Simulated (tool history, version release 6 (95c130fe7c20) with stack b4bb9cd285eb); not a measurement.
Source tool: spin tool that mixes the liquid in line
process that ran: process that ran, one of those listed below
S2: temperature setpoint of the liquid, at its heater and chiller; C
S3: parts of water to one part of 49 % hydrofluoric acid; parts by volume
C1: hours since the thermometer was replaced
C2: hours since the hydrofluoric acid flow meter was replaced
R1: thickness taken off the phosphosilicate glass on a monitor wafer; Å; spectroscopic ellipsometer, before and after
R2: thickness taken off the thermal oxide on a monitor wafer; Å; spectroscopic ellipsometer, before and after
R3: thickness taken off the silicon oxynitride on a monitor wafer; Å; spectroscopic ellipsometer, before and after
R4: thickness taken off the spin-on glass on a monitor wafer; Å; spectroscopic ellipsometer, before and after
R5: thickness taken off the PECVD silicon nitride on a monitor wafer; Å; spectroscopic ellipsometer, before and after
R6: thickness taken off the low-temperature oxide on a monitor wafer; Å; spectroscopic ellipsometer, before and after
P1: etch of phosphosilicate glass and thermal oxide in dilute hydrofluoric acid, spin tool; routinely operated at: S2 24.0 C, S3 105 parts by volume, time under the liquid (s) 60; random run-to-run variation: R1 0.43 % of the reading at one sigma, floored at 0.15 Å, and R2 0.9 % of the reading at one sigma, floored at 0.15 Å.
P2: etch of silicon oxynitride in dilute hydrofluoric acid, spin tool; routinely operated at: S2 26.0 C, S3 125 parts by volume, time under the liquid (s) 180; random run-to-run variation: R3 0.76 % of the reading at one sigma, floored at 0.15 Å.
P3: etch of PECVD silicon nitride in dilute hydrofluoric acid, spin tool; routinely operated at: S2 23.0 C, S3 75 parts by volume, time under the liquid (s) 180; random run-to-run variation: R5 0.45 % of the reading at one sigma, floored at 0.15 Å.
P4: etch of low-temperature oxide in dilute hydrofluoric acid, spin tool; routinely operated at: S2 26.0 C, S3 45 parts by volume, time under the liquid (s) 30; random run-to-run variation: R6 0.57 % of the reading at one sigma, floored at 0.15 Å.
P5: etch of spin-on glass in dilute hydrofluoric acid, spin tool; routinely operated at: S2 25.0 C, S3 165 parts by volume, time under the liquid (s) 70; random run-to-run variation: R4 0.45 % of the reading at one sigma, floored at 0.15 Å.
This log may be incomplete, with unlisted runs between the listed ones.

{"run": 1, "hour": 14.9, "process that ran": "P1", "S2": 24.0, "S3": 105, "time under the liquid (s)": 60, "C1": 515.6, "C2": 581.7, "R1": 460.01, "R2": 25.363}
{"run": 2, "hour": 30.8, "process that ran": "P1", "S2": 24.0, "S3": 105, "time under the liquid (s)": 60, "C1": 531.5, "C2": 597.6, "R1": 459.54, "R2": 25.251}
{"run": 3, "hour": 40.7, "process that ran": "P2", "S2": 26.0, "S3": 125, "time under the liquid (s)": 180, "C1": 541.4, "C2": 607.5, "R3": 36.257}
{"run": 4, "hour": 54.3, "process that ran": "P2", "S2": 26.0, "S3": 125, "time under the liquid (s)": 180, "C1": 555.0, "C2": 621.1, "R3": 36.017}
{"run": 5, "hour": 65.9, "process that ran": "P5", "S2": 25.0, "S3": 165, "time under the liquid (s)": 35, "C1": 566.6, "C2": 632.7, "R4": 71.686}
{"run": 6, "hour": 74.0, "process that ran": "P5", "S2": 25.0, "S3": 165, "time under the liquid (s)": 70, "C1": 574.7, "C2": 640.8, "R4": 144.07}
{"run": 7, "hour": 86.0, "process that ran": "P5", "S2": 25.0, "S3": 265, "time under the liquid (s)": 70, "C1": 586.7, "C2": 652.8, "R4": 80.758}
{"run": 8, "hour": 100.1, "process that ran": "P1", "S2": 24.0, "S3": 65, "time under the liquid (s)": 60, "C1": 600.8, "C2": 666.9, "R1": 775.92, "R2": 43.415}
{"run": 9, "hour": 115.9, "process that ran": "P1", "S2": 31.5, "S3": 105, "time under the liquid (s)": 60, "C1": 616.6, "C2": 682.7, "R1": 609.33, "R2": 33.222}
{"run": 10, "hour": 124.1, "process that ran": "P1", "S2": 24.0, "S3": 105, "time under the liquid (s)": 60, "C1": 624.8, "C2": 690.9, "R1": 456.35, "R2": 25.049}
{"run": 11, "hour": 135.5, "process that ran": "P1", "S2": 24.0, "S3": 105, "time under the liquid (s)": 100, "C1": 636.2, "C2": 702.3, "R1": 767.85, "R2": 42.64}
{"run": 12, "hour": 148.2, "process that ran": "P2", "S2": 26.0, "S3": 125, "time under the liquid (s)": 25, "C1": 648.9, "C2": 715.0, "R3": 4.8429}
{"run": 13, "hour": 156.9, "process that ran": "P1", "S2": 24.0, "S3": 185, "time under the liquid (s)": 60, "C1": 657.6, "C2": 723.7, "R1": 236.45, "R2": 13.153}
{"hour": 165.2, "done": "thermometer replaced"}
{"run": 14, "hour": 171.6, "process that ran": "P1", "S2": 24.0, "S3": 105, "time under the liquid (s)": 60, "C1": 6.5, "C2": 738.4, "R1": 455.55, "R2": 25.574}
{"run": 15, "hour": 184.3, "process that ran": "P1", "S2": 18.5, "S3": 105, "time under the liquid (s)": 60, "C1": 19.2, "C2": 751.1, "R1": 368.11, "R2": 20.424}
{"run": 16, "hour": 192.8, "process that ran": "P1", "S2": 30.0, "S3": 50, "time under the liquid (s)": 60, "C1": 27.7, "C2": 759.6, "R1": 1303.7, "R2": 72.587}
{"run": 17, "hour": 203.0, "process that ran": "P3", "S2": 23.0, "S3": 75, "time under the liquid (s)": 345, "C1": 37.9, "C2": 769.8, "R5": 111.79}
{"run": 18, "hour": 212.7, "process that ran": "P5", "S2": 25.0, "S3": 165, "time under the liquid (s)": 70, "C1": 47.6, "C2": 779.5, "R4": 144.44}
{"run": 19, "hour": 226.4, "process that ran": "P4", "S2": 26.0, "S3": 25, "time under the liquid (s)": 30, "C1": 61.3, "C2": 793.2, "R6": 430.0}
{"run": 20, "hour": 238.8, "process that ran": "P5", "S2": 18.0, "S3": 165, "time under the liquid (s)": 70, "C1": 73.7, "C2": 805.6, "R4": 109.31}
{"run": 21, "hour": 248.8, "process that ran": "P2", "S2": 32.0, "S3": 125, "time under the liquid (s)": 180, "C1": 83.7, "C2": 815.6, "R3": 45.789}
{"run": 22, "hour": 259.6, "process that ran": "P1", "S2": 24.0, "S3": 105, "time under the liquid (s)": 25, "C1": 94.5, "C2": 826.4, "R1": 190.13, "R2": 10.496}
{"run": 23, "hour": 271.6, "process that ran": "P3", "S2": 23.0, "S3": 140, "time under the liquid (s)": 180, "C1": 106.5, "C2": 838.4, "R5": 31.761}
{"run": 24, "hour": 285.7, "process that ran": "P3", "S2": 17.0, "S3": 75, "time under the liquid (s)": 180, "C1": 120.6, "C2": 852.5, "R5": 38.67}
{"run": 25, "hour": 295.8, "process that ran": "P4", "S2": 26.0, "S3": 45, "time under the liquid (s)": 30, "C1": 130.7, "C2": 862.6, "R6": 231.63}
{"run": 26, "hour": 308.5, "process that ran": "P4", "S2": 26.0, "S3": 45, "time under the liquid (s)": 60, "C1": 143.4, "C2": 875.3, "R6": 468.62}
{"run": 27, "hour": 322.6, "process that ran": "P3", "S2": 23.0, "S3": 75, "time under the liquid (s)": 180, "C1": 157.5, "C2": 889.4, "R5": 58.94}
{"run": 28, "hour": 330.5, "process that ran": "P4", "S2": 20.5, "S3": 45, "time under the liquid (s)": 30, "C1": 165.4, "C2": 897.3, "R6": 186.92}
{"run": 29, "hour": 342.0, "process that ran": "P2", "S2": 26.0, "S3": 35, "time under the liquid (s)": 180, "C1": 176.9, "C2": 908.8, "R3": 137.59}
{"run": 30, "hour": 356.8, "process that ran": "P1", "S2": 24.0, "S3": 140, "time under the liquid (s)": 15, "C1": 191.7, "C2": 923.6, "R1": 82.062, "R2": 4.4076}
{"run": 31, "hour": 365.5, "process that ran": "P1", "S2": 24.0, "S3": 105, "time under the liquid (s)": 60, "C1": 200.4, "C2": 932.3, "R1": 459.61, "R2": 25.22}
{"run": 32, "hour": 377.9, "process that ran": "P1", "S2": 24.0, "S3": 105, "time under the liquid (s)": 60, "C1": 212.8, "C2": 944.7, "R1": 441.53, "R2": 24.469}
{"run": 33, "hour": 386.6, "process that ran": "P1", "S2": 24.0, "S3": 105, "time under the liquid (s)": 60, "C1": 221.5, "C2": 953.4, "R1": 433.87, "R2": 24.026}
{"run": 34, "hour": 404.3, "process that ran": "P1", "S2": 24.0, "S3": 105, "time under the liquid (s)": 60, "C1": 239.2, "C2": 971.1, "R1": 423.39, "R2": 23.598}
{"run": 35, "hour": 416.1, "process that ran": "P1", "S2": 24.0, "S3": 105, "time under the liquid (s)": 60, "C1": 251.0, "C2": 982.9, "R1": 423.04, "R2": 23.515}
{"run": 36, "hour": 432.2, "process that ran": "P1", "S2": 24.0, "S3": 105, "time under the liquid (s)": 60, "C1": 267.1, "C2": 999.0, "R1": 419.75, "R2": 22.864}
{"run": 37, "hour": 441.3, "process that ran": "P1", "S2": 24.0, "S3": 105, "time under the liquid (s)": 60, "C1": 276.2, "C2": 1008.1, "R1": 417.44, "R2": 22.951}
{"run": 38, "hour": 457.0, "process that ran": "P1", "S2": 24.0, "S3": 105, "time under the liquid (s)": 60, "C1": 291.9, "C2": 1023.8, "R1": 417.42, "R2": 23.122}

What P1 gives has crept off from where it sat before. The 2 causes that follow fit the log equally well, each at the size noted:
A: liquid colder than its thermometer reads (K) = 2.29
B: hydrofluoric acid flow below the setpoint (%) = 7.74
The gradual shift began around hour 365.5.

4 check runs are offered, one wafer each, their results left as question marks. Which one tells the causes apart?
{"run": "check 1", "hour": 472.7, "process that ran": "P5", "S2": 19.0, "S3": 165, "time under the liquid (s)": 70, "R4": "?"}
{"run": "check 2", "hour": 472.7, "process that ran": "P3", "S2": 17.0, "S3": 75, "time under the liquid (s)": 310, "R5": "?"}
{"run": "check 3", "hour": 472.7, "process that ran": "P2", "S2": 26.0, "S3": 125, "time under the liquid (s)": 100, "R3": "?"}
{"run": "check 4", "hour": 472.7, "process that ran": "P4", "S2": 21.0, "S3": 45, "time under the liquid (s)": 60, "R6": "?"}

Predicted outcomes, by check and by cause:
check=check_1 result=R4 if_A=104.300 if_B=104.100
check=check_2 result=R5 if_A=56.676 if_B=61.676
check=check_3 result=R3 if_A=17.8030 if_B=18.0920
check=check_4 result=R6 if_A=343.47 if_B=347.75
Per-check spread between the two closest causes, in the result where they differ most: check 1 0.2 %; check 2 8.45 %; check 3 1.61 %; check 4 1.24 %
The causes can be told apart only by check 2. The other checks would give nearly the same results under each of them.

The results of check 2 are: R5 56.931 Å. Based on these, which of the listed causes is it?

It is A: liquid colder than its thermometer reads (K).
